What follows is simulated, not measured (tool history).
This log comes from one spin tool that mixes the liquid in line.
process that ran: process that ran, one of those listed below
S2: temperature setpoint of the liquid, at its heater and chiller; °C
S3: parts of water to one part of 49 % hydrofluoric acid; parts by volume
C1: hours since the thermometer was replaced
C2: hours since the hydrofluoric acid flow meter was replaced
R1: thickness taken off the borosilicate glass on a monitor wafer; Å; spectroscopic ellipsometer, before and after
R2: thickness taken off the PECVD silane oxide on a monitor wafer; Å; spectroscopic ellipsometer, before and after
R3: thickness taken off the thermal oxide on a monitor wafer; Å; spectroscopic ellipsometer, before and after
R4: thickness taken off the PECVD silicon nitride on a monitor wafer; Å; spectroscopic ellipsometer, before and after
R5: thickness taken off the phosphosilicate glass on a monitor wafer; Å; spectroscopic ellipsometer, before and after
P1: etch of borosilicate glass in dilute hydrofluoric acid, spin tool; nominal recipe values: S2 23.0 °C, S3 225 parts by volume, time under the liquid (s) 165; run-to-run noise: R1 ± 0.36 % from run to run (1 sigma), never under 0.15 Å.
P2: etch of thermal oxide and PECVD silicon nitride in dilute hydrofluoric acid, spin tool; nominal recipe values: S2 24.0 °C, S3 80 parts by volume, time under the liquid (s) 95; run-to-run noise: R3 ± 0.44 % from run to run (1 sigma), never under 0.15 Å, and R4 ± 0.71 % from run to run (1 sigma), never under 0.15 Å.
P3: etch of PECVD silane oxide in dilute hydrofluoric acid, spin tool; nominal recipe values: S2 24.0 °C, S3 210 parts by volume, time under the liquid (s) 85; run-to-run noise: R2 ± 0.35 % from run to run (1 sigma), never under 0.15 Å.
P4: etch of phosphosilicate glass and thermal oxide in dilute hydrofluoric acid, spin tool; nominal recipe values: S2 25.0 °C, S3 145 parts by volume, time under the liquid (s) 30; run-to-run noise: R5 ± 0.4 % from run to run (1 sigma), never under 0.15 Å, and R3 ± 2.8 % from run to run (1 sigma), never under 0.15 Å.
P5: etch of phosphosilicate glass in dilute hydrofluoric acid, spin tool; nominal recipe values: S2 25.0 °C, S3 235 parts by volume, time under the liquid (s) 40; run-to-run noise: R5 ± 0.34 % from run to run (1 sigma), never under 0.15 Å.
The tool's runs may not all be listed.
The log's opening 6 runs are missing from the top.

{"run": 7, "hour": 90.2, "process that ran": "P2", "S2": 31.0, "S3": 80, "time under the liquid (s)": 95, "C1": 697.0, "C2": 942.5, "R3": 73.084, "R4": 48.647}
{"run": 8, "hour": 98.0, "process that ran": "P2", "S2": 24.0, "S3": 80, "time under the liquid (s)": 95, "C1": 704.8, "C2": 950.3, "R3": 56.274, "R4": 30.631}
{"run": 9, "hour": 109.0, "process that ran": "P2", "S2": 24.0, "S3": 30, "time under the liquid (s)": 95, "C1": 715.8, "C2": 961.3, "R3": 158.93, "R4": 80.323}
{"run": 10, "hour": 121.1, "process that ran": "P5", "S2": 25.0, "S3": 235, "time under the liquid (s)": 40, "C1": 727.9, "C2": 973.4, "R5": 136.2}
{"run": 11, "hour": 137.1, "process that ran": "P1", "S2": 23.0, "S3": 225, "time under the liquid (s)": 165, "C1": 743.9, "C2": 989.4, "R1": 186.47}
{"run": 12, "hour": 149.0, "process that ran": "P5", "S2": 25.0, "S3": 235, "time under the liquid (s)": 70, "C1": 755.8, "C2": 1001.3, "R5": 238.98}
{"hour": 163.7, "done": "thermometer replaced"}
{"run": 13, "hour": 164.8, "process that ran": "P1", "S2": 23.0, "S3": 120, "time under the liquid (s)": 165, "C1": 1.1, "C2": 1017.1, "R1": 390.13}
{"run": 14, "hour": 177.9, "process that ran": "P3", "S2": 24.0, "S3": 210, "time under the liquid (s)": 85, "C1": 14.2, "C2": 1030.2, "R2": 72.83}
{"run": 15, "hour": 186.4, "process that ran": "P4", "S2": 25.0, "S3": 145, "time under the liquid (s)": 30, "C1": 22.7, "C2": 1038.7, "R3": 10.171, "R5": 231.89}
{"run": 16, "hour": 199.2, "process that ran": "P1", "S2": 23.0, "S3": 375, "time under the liquid (s)": 165, "C1": 35.5, "C2": 1051.5, "R1": 96.643}
{"run": 17, "hour": 206.5, "process that ran": "P1", "S2": 23.0, "S3": 225, "time under the liquid (s)": 165, "C1": 42.8, "C2": 1058.8, "R1": 186.58}
{"run": 18, "hour": 214.3, "process that ran": "P1", "S2": 23.0, "S3": 225, "time under the liquid (s)": 165, "C1": 50.6, "C2": 1066.6, "R1": 187.47}
{"run": 19, "hour": 229.0, "process that ran": "P1", "S2": 23.0, "S3": 225, "time under the liquid (s)": 165, "C1": 65.3, "C2": 1081.3, "R1": 186.66}
{"run": 20, "hour": 240.7, "process that ran": "P4", "S2": 25.0, "S3": 35, "time under the liquid (s)": 30, "C1": 77.0, "C2": 1093.0, "R3": 49.105, "R5": 1096.8}
{"run": 21, "hour": 256.6, "process that ran": "P1", "S2": 23.0, "S3": 225, "time under the liquid (s)": 250, "C1": 92.9, "C2": 1108.9, "R1": 280.68}
{"run": 22, "hour": 272.5, "process that ran": "P5", "S2": 33.5, "S3": 235, "time under the liquid (s)": 40, "C1": 108.8, "C2": 1124.8, "R5": 181.79}

Expected results for the next run?
{"run": 23, "hour": 289.2, "process that ran": "P1", "S2": 23.0, "S3": 225, "time under the liquid (s)": 75, "C1": 125.5, "C2": 1141.5, "R1": "?"}

Run 23 measured R1 84.610 Å.
